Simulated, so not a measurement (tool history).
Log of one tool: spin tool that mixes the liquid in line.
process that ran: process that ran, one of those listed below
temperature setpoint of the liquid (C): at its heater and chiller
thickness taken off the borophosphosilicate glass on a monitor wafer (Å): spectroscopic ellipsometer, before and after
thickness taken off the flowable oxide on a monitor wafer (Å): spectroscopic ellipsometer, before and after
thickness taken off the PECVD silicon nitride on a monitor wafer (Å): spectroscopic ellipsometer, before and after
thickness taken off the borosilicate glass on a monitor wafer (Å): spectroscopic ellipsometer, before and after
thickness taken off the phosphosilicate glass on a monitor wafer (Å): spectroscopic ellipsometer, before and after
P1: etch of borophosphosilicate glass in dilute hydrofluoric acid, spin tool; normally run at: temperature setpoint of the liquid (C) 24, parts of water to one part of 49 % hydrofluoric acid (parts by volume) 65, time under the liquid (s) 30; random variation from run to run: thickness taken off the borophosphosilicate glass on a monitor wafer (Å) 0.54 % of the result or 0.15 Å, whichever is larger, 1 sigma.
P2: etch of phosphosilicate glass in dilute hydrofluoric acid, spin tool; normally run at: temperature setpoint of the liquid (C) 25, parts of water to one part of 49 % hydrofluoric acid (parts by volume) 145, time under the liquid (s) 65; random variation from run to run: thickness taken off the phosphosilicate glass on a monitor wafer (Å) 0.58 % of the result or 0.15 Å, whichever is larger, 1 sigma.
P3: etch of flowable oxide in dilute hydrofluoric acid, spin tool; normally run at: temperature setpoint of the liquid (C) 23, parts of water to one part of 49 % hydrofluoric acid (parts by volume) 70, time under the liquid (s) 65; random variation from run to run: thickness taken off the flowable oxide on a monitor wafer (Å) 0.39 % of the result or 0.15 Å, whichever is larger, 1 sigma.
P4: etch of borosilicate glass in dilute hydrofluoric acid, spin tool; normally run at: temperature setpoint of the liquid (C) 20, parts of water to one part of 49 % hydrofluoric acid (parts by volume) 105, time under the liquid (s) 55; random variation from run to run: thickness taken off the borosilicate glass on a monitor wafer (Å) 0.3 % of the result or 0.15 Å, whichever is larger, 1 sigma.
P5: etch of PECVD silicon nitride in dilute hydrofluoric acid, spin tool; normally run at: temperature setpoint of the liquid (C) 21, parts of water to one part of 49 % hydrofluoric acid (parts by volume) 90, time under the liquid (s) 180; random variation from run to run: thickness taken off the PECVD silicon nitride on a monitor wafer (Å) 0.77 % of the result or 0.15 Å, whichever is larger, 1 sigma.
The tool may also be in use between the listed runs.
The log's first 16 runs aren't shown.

run   hour  process that ran  temperature setpoint of the liquid (C)  parts of water to one part of 49 % hydrofluoric acid (parts by volume)  time under the liquid (s)  hours since the thermometer was replaced  hours since the hydrofluoric acid flow meter was replaced  thickness taken off the borophosphosilicate glass on a monitor wafer (Å)  thickness taken off the flowable oxide on a monitor wafer (Å)  thickness taken off the PECVD silicon nitride on a monitor wafer (Å)  thickness taken off the borosilicate glass on a monitor wafer (Å)  thickness taken off the phosphosilicate glass on a monitor wafer (Å)
 17  255.2                P3                                      23                                                                     125                         65                                    1825.6                                                      646.3                                                                                                                                   173.14
 18  264.1                P4                                      20                                                                     105                         30                                    1834.5                                                      655.2                                                                                                                                                                                                                                                                             104.1
 19  281.6                P1                                      24                                                                     100                         15                                      1852                                                      672.7                                                                    48.445
 20  294.5                P2                                    31.5                                                                     145                         65                                    1864.9                                                      685.6                                                                                                                                                                                                                                                                                                                                                  327.89
 21  308.9                P1                                      24                                                                      65                         30                                    1879.3                                                        700                                                                    154.81
 22  325.9                P4                                      20                                                                     175                         55                                    1896.3                                                        717                                                                                                                                                                                                                                                                            107.23
 23  342.4                P1                                      24                                                                      65                         30                                    1912.8                                                      733.5                                                                    158.15
 24  361.3                P1                                      24                                                                      40                         30                                    1931.7                                                      752.4                                                                    263.92
 25  374.8                P3                                      23                                                                      70                         65                                    1945.2                                                      765.9                                                                                                                                   330.53
 26  386.4                P2                                      25                                                                     145                        110                                    1956.8                                                      777.5                                                                                                                                                                                                                                                                                                                                                   437.6
 27  403.8                P1                                      29                                                                      65                         30                                    1974.2                                                      794.9                                                                    190.06

Forecast run 28:
 28   421                P5                                    28.5                                                                      90                        180                                    1991.4                                                      812.1                                                                                                                                                                                                              ?

{"run 28": {"thickness taken off the PECVD silicon nitride on a monitor wafer (Å)": 45.31}}
